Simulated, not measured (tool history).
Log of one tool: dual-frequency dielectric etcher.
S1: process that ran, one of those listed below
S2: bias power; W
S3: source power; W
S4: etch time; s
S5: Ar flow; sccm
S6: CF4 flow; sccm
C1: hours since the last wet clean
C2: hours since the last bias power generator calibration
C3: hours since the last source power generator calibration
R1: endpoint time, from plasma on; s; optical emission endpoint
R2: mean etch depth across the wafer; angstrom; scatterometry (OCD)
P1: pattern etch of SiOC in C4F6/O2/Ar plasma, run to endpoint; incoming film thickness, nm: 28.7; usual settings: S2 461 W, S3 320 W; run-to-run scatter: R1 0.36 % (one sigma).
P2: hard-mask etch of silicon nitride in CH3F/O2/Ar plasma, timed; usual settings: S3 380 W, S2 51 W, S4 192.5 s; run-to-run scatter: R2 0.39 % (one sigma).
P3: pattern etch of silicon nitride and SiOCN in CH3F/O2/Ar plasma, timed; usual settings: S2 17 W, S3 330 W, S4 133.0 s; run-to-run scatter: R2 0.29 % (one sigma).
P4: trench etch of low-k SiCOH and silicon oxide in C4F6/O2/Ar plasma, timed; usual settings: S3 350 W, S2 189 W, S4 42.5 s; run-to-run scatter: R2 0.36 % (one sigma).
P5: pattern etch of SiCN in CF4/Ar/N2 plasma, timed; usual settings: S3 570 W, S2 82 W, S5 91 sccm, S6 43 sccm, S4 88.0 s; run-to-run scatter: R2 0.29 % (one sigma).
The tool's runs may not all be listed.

| run | day | S1 | S2 | S3 | S4 | S5 | S6 | C1 | C2 | C3 | R1 | R2 |
|---|---|---|---|---|---|---|---|---|---|---|---|---|
| 1 | 0.492 | P1 | 461 | 320 |  |  |  | 183.2 | 556.0 | 510.8 | 11.2830 |  |
| 2 | 1.142 | P1 | 461 | 320 |  |  |  | 198.8 | 571.6 | 526.4 | 11.3280 |  |
| 3 | 1.621 | P1 | 461 | 320 |  |  |  | 210.3 | 583.1 | 537.9 | 11.2190 |  |
| 4 | 1.958 | P2 | 51 | 380 | 259.0 |  |  | 218.4 | 591.2 | 546.0 |  | 1560.20 |
| 5 | 2.308 | P1 | 638 | 320 |  |  |  | 226.8 | 599.6 | 554.4 | 9.9145 |  |
| 6 | 2.692 | P4 | 189 | 350 | 42.5 |  |  | 236.0 | 608.8 | 563.6 |  | 1238.90 |
| 7 | 3.042 | P1 | 313 | 200 |  |  |  | 244.4 | 617.2 | 572.0 | 15.4750 |  |
| 8 | 3.612 | P5 | 82 | 570 | 88.0 | 91 | 43 | 258.1 | 630.9 | 585.7 |  | 911.64 |
| 9 | 4.188 | P1 | 461 | 430 |  |  |  | 271.9 | 644.7 | 599.5 | 10.1190 |  |
| 10 | 4.546 | P5 | 58 | 570 | 88.0 | 91 | 43 | 280.5 | 653.3 | 608.1 |  | 804.18 |
| 11 | 4.938 | P3 | 17 | 330 | 133.0 |  |  | 289.9 | 662.7 | 617.5 |  | 149.02 |
| 12 | 5.571 | P3 | 21 | 330 | 133.0 |  |  | 305.1 | 677.9 | 632.7 |  | 161.64 |
|  | 5.854 | wet clean of the chamber |
| 13 | 5.917 | P5 | 82 | 450 | 88.0 | 91 | 43 | 1.5 | 686.2 | 641.0 |  | 743.92 |
| 14 | 6.379 | P3 | 17 | 330 | 196.5 |  |  | 12.6 | 697.3 | 652.1 |  | 219.16 |
| 15 | 6.696 | P1 | 289 | 430 |  |  |  | 20.2 | 704.9 | 659.7 | 11.9490 |  |
| 16 | 7.312 | P4 | 263 | 350 | 42.5 |  |  | 35.0 | 719.7 | 674.5 |  | 1380.70 |
| 17 | 7.742 | P5 | 82 | 570 | 88.0 | 121 | 43 | 45.3 | 730.0 | 684.8 |  | 871.96 |
| 18 | 8.071 | P1 | 327 | 320 |  |  |  | 53.2 | 737.9 | 692.7 | 12.7750 |  |
| 19 | 8.412 | P1 | 461 | 320 |  |  |  | 61.4 | 746.1 | 700.9 | 11.1970 |  |
| 20 | 8.712 | P5 | 82 | 570 | 123.5 | 91 | 43 | 68.6 | 753.3 | 708.1 |  | 1275.30 |
| 21 | 9.175 | P1 | 461 | 320 |  |  |  | 79.7 | 764.4 | 719.2 | 11.2670 |  |
| 22 | 9.646 | P2 | 51 | 380 | 192.5 |  |  | 91.0 | 775.7 | 730.5 |  | 1168.40 |
| 23 | 10.079 | P3 | 17 | 450 | 133.0 |  |  | 101.4 | 786.1 | 740.9 |  | 165.77 |
| 24 | 10.671 | P2 | 35 | 380 | 192.5 |  |  | 115.6 | 800.3 | 755.1 |  | 1044.20 |
| 25 | 11.042 | P4 | 189 | 350 | 64.0 |  |  | 124.5 | 809.2 | 764.0 |  | 1855.50 |
| 26 | 11.538 | P1 | 461 | 200 |  |  |  | 136.4 | 821.1 | 775.9 | 13.4510 |  |
| 27 | 11.942 | P4 | 189 | 210 | 42.5 |  |  | 146.1 | 830.8 | 785.6 |  | 1010.50 |
| 28 | 12.575 | P1 | 461 | 320 |  |  |  | 161.3 | 846.0 | 800.8 | 11.2630 |  |
| 29 | 13.138 | P2 | 51 | 380 | 192.5 |  |  | 174.8 | 859.5 | 814.3 |  | 1165.60 |
| 30 | 13.529 | P5 | 82 | 570 | 88.0 | 91 | 59 | 184.2 | 868.9 | 823.7 |  | 960.50 |
| 31 | 13.983 | P2 | 51 | 530 | 192.5 |  |  | 195.1 | 879.8 | 834.6 |  | 1319.00 |
| 32 | 14.354 | P1 | 461 | 320 |  |  |  | 204.0 | 888.7 | 843.5 | 11.2800 |  |
| 33 | 14.888 | P1 | 461 | 320 |  |  |  | 216.8 | 901.5 | 856.3 | 11.3670 |  |
| 34 | 15.262 | P1 | 461 | 320 |  |  |  | 225.8 | 910.5 | 865.3 | 11.4000 |  |
| 35 | 15.696 | P1 | 461 | 320 |  |  |  | 236.2 | 920.9 | 875.7 | 11.4650 |  |
| 36 | 16.046 | P1 | 461 | 320 |  |  |  | 244.6 | 929.3 | 884.1 | 11.4040 |  |
| 37 | 16.704 | P1 | 461 | 320 |  |  |  | 260.4 | 945.1 | 899.9 | 11.5000 |  |
| 38 | 17.146 | P1 | 461 | 320 |  |  |  | 271.0 | 955.7 | 910.5 | 11.5060 |  |
|  | 17.479 | wet clean of the chamber |
| 39 | 17.696 | P1 | 461 | 320 |  |  |  | 5.3 | 968.9 | 923.7 | 11.4980 |  |
| 40 | 18.254 | P1 | 461 | 320 |  |  |  | 18.7 | 982.3 | 937.1 | 11.5180 |  |
| 41 | 18.646 | P1 | 461 | 320 |  |  |  | 28.1 | 991.7 | 946.5 | 11.5330 |  |
| 42 | 19.108 | P1 | 461 | 320 |  |  |  | 39.2 | 1002.8 | 957.6 | 11.4990 |  |
| 43 | 19.688 | P1 | 461 | 320 |  |  |  | 53.1 | 1016.7 | 971.5 | 11.4030 |  |

What P1 gives has crept away from where it was. These 2 causes fit the log equally well, each at the size given:
A: bias power that arrives under what is set, % = 4.7
B: source power that arrives under what is set, % = 4.74
The creep began at about day 14.354.
Why every other cause is out:
chamber walls in a state that lowers the etch rate, %: serviced at day 17.479, which brought nothing back

4 check runs are offered, one wafer each, their results left as question marks. Which one tells the causes apart?
| check 1 | 20.267 | P3 | 20 | 390 | 133.0 |  |  |  |  |  |  | ? |
| check 2 | 20.267 | P5 | 58 | 570 | 88.0 | 91 | 43 |  |  |  |  | ? |
| check 3 | 20.267 | P2 | 36 | 380 | 192.5 |  |  |  |  |  |  | ? |
| check 4 | 20.267 | P4 | 255 | 350 | 42.5 |  |  |  |  |  |  | ? |

What each check would give under each cause:
| check | result | if A | if B |
|---|---|---|---|
| check 1 | R2 | 165.31 | 165.96 |
| check 2 | R2 | 791.65 | 771.35 |
| check 3 | R2 | 1032.10 | 1026.30 |
| check 4 | R2 | 1341.80 | 1339.00 |
How far apart the two closest causes lie, in the result that separates them most: check 1 0.4 %; check 2 2.6 %; check 3 0.57 %; check 4 0.21 %
Only check 2 tells the causes apart: in the others they would give nearly the same result.

Then check 2 was run and gave: R2 790.78 angstrom. Which cause is it?

It is A: bias power that arrives under what is set, %.

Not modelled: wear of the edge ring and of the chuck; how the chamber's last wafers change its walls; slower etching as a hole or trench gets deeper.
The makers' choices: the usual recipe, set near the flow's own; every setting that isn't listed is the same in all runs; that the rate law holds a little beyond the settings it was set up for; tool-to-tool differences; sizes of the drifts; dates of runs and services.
